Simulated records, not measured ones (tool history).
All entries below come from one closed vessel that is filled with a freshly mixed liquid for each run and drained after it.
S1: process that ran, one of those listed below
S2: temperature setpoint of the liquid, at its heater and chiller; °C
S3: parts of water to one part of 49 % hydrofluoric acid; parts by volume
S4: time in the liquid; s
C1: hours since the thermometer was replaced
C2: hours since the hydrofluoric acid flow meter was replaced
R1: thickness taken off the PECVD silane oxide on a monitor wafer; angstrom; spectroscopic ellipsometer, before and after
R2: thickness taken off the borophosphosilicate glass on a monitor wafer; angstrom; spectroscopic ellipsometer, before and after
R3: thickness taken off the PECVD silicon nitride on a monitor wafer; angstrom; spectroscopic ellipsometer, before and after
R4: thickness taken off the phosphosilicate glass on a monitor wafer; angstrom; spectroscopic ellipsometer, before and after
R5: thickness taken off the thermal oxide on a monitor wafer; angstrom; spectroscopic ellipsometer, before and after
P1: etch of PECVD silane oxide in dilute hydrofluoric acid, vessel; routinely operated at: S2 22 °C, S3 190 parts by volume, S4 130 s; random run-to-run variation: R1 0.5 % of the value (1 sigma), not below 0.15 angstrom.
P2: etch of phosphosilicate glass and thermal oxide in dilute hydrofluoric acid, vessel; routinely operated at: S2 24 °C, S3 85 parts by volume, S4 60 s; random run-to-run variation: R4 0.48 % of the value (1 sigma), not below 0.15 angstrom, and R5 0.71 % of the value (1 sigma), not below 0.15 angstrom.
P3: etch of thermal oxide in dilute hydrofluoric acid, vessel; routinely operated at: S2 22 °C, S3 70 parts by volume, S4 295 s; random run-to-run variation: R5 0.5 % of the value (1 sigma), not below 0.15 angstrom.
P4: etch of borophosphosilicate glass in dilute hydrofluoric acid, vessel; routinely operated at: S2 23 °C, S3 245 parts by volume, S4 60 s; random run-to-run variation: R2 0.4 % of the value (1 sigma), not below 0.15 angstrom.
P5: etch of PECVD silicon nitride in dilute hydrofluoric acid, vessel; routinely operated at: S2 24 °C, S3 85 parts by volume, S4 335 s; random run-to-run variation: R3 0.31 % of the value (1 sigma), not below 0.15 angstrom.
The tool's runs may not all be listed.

Run 1, day 0.475: S1 P1, S2 22 °C, S3 190 parts by volume, S4 130 s; C1 385; C2 390.8. Result: R1 124.1 angstrom.
Run 2, day 0.942: S1 P1, S2 22 °C, S3 190 parts by volume, S4 130 s; C1 396.2; C2 402. Result: R1 123.61 angstrom.
Run 3, day 1.183: S1 P4, S2 23 °C, S3 245 parts by volume, S4 60 s; C1 402; C2 407.8. Result: R2 123.98 angstrom.
Run 4, day 1.688: S1 P1, S2 27 °C, S3 190 parts by volume, S4 130 s; C1 414.1; C2 419.9. Result: R1 149.87 angstrom.
Run 5, day 1.979: S1 P1, S2 17 °C, S3 190 parts by volume, S4 130 s; C1 421.1; C2 426.9. Result: R1 102.68 angstrom.
Run 6, day 2.471: S1 P5, S2 24 °C, S3 45 parts by volume, S4 335 s; C1 432.9; C2 438.7. Result: R3 235.22 angstrom.
Run 7, day 2.779: S1 P4, S2 23 °C, S3 245 parts by volume, S4 30 s; C1 440.3; C2 446.1. Result: R2 61.471 angstrom.
Run 8, day 3.012: S1 P1, S2 22 °C, S3 190 parts by volume, S4 245 s; C1 445.9; C2 451.7. Result: R1 236.01 angstrom.
Run 9, day 3.25: S1 P2, S2 24 °C, S3 85 parts by volume, S4 60 s; C1 451.6; C2 457.4. Result: R4 859.65 angstrom, R5 35.31 angstrom.
Run 10, day 3.7: S1 P5, S2 24 °C, S3 85 parts by volume, S4 335 s; C1 462.4; C2 468.2. Result: R3 125.43 angstrom.
Run 11, day 4.025: S1 P3, S2 26.5 °C, S3 70 parts by volume, S4 295 s; C1 470.2; C2 476. Result: R5 227.42 angstrom.
Run 12, day 4.392: S1 P1, S2 22 °C, S3 55 parts by volume, S4 130 s; C1 479; C2 484.8. Result: R1 503.51 angstrom.
Run 13, day 4.733: S1 P5, S2 24 °C, S3 85 parts by volume, S4 560 s; C1 487.2; C2 493. Result: R3 210.01 angstrom.
Run 14, day 5.225: S1 P1, S2 22 °C, S3 190 parts by volume, S4 130 s; C1 499; C2 504.8. Result: R1 124.68 angstrom.
Run 15, day 5.754: S1 P3, S2 22 °C, S3 125 parts by volume, S4 295 s; C1 511.7; C2 517.5. Result: R5 99.179 angstrom.
Run 16, day 6.208: S1 P2, S2 24 °C, S3 85 parts by volume, S4 60 s; C1 522.6; C2 528.4. Result: R4 858.93 angstrom, R5 35.114 angstrom.
Run 17, day 6.692: S1 P1, S2 22 °C, S3 190 parts by volume, S4 30 s; C1 534.2; C2 540. Result: R1 28.882 angstrom.
Run 18, day 6.971: S1 P1, S2 22 °C, S3 190 parts by volume, S4 130 s; C1 540.9; C2 546.7. Result: R1 123.14 angstrom.
Run 19, day 7.408: S1 P2, S2 24 °C, S3 125 parts by volume, S4 60 s; C1 551.4; C2 557.2. Result: R4 555 angstrom, R5 22.779 angstrom.
Run 20, day 7.654: S1 P4, S2 23 °C, S3 365 parts by volume, S4 60 s; C1 557.3; C2 563.1. Result: R2 73.732 angstrom.
Run 21, day 8.146: S1 P1, S2 22 °C, S3 190 parts by volume, S4 130 s; C1 569.1; C2 574.9. Result: R1 124.33 angstrom.
Run 22, day 8.396: S1 P2, S2 27.5 °C, S3 85 parts by volume, S4 60 s; C1 575.1; C2 580.9. Result: R4 985.33 angstrom, R5 41.345 angstrom.
Run 23, day 8.762: S1 P1, S2 22 °C, S3 305 parts by volume, S4 240 s; C1 583.9; C2 589.7. Result: R1 128.29 angstrom.
Run 24, day 9.138: S1 P3, S2 22 °C, S3 70 parts by volume, S4 485 s; C1 592.9; C2 598.7. Result: R5 310.48 angstrom.
Run 25, day 9.429: S1 P4, S2 17 °C, S3 245 parts by volume, S4 60 s; C1 599.9; C2 605.7. Result: R2 99.014 angstrom.
Run 26, day 9.833: S1 P1, S2 22 °C, S3 190 parts by volume, S4 130 s; C1 609.6; C2 615.4. Result: R1 124.21 angstrom.
Run 27, day 10.221: S1 P3, S2 22 °C, S3 70 parts by volume, S4 295 s; C1 618.9; C2 624.7. Result: R5 189.09 angstrom.
Run 28, day 10.729: S1 P2, S2 24 °C, S3 85 parts by volume, S4 30 s; C1 631.1; C2 636.9. Result: R4 429.2 angstrom, R5 17.641 angstrom.
Run 29, day 11.158: S1 P1, S2 22 °C, S3 340 parts by volume, S4 130 s; C1 641.4; C2 647.2. Result: R1 60.355 angstrom.
Run 30, day 11.571: S1 P5, S2 32 °C, S3 85 parts by volume, S4 335 s; C1 651.3; C2 657.1. Result: R3 209.3 angstrom.
Run 31, day 12: S1 P5, S2 24 °C, S3 85 parts by volume, S4 335 s; C1 661.6; C2 667.4. Result: R3 125.87 angstrom.
Run 32, day 12.358: S1 P1, S2 22 °C, S3 190 parts by volume, S4 130 s; C1 670.2; C2 676. Result: R1 124.72 angstrom.
Run 33, day 12.688: S1 P1, S2 22 °C, S3 190 parts by volume, S4 130 s; C1 678.1; C2 683.9. Result: R1 120.87 angstrom.
Run 34, day 13.029: S1 P1, S2 22 °C, S3 190 parts by volume, S4 130 s; C1 686.3; C2 692.1. Result: R1 117.16 angstrom.
Run 35, day 13.275: S1 P1, S2 22 °C, S3 190 parts by volume, S4 130 s; C1 692.2; C2 698. Result: R1 116.48 angstrom.
Run 36, day 13.658: S1 P1, S2 22 °C, S3 190 parts by volume, S4 130 s; C1 701.4; C2 707.2. Result: R1 115.72 angstrom.
Run 37, day 13.908: S1 P1, S2 22 °C, S3 190 parts by volume, S4 130 s; C1 707.4; C2 713.2. Result: R1 115.71 angstrom.
Run 38, day 14.342: S1 P1, S2 22 °C, S3 190 parts by volume, S4 130 s; C1 717.8; C2 723.6. Result: R1 114.12 angstrom.

Compared with where it was, what P1 gives has crept away. Each cause listed below fits the log as well as the rest, at the size given for it:
A: hydrofluoric acid flow below the setpoint (%) = 6.02
B: liquid colder than its thermometer reads (K) = 1.95
Onset of the creep was near day 12.358.

4 check runs are offered, one wafer each, their results left as question marks. Which one tells the causes apart?
Run check 1, day 14.775: S1 P3, S2 22 °C, S3 115 parts by volume, S4 295 s. Result: R5 ?.
Run check 2, day 14.775: S1 P2, S2 27 °C, S3 85 parts by volume, S4 60 s. Result: R4 ?, R5 ?.
Run check 3, day 14.775: S1 P5, S2 28.5 °C, S3 85 parts by volume, S4 335 s. Result: R3 ?.
Run check 4, day 14.775: S1 P4, S2 17 °C, S3 245 parts by volume, S4 30 s. Result: R2 ?.

What each check would give under each cause:
  check  result    if A    if B
check 1      R5  102.32   101.5
check 2      R4  904.15  897.49
check 2      R5  37.152  36.878
check 3      R3  158.14  148.36
check 4      R2  45.766  45.717
Smallest distance between any two causes, each pair judged by its most separating result, in per cent: check 1 0.81 %; check 2 0.74 %; check 3 6.39 %; check 4 0.11 %
Only in check 3 would the causes give clearly different results; in the remaining checks their results would be nearly the same.

Check 3 was then run and gave: R3 148.11 angstrom. Which cause is it?

It was cause B: liquid colder than its thermometer reads (K).

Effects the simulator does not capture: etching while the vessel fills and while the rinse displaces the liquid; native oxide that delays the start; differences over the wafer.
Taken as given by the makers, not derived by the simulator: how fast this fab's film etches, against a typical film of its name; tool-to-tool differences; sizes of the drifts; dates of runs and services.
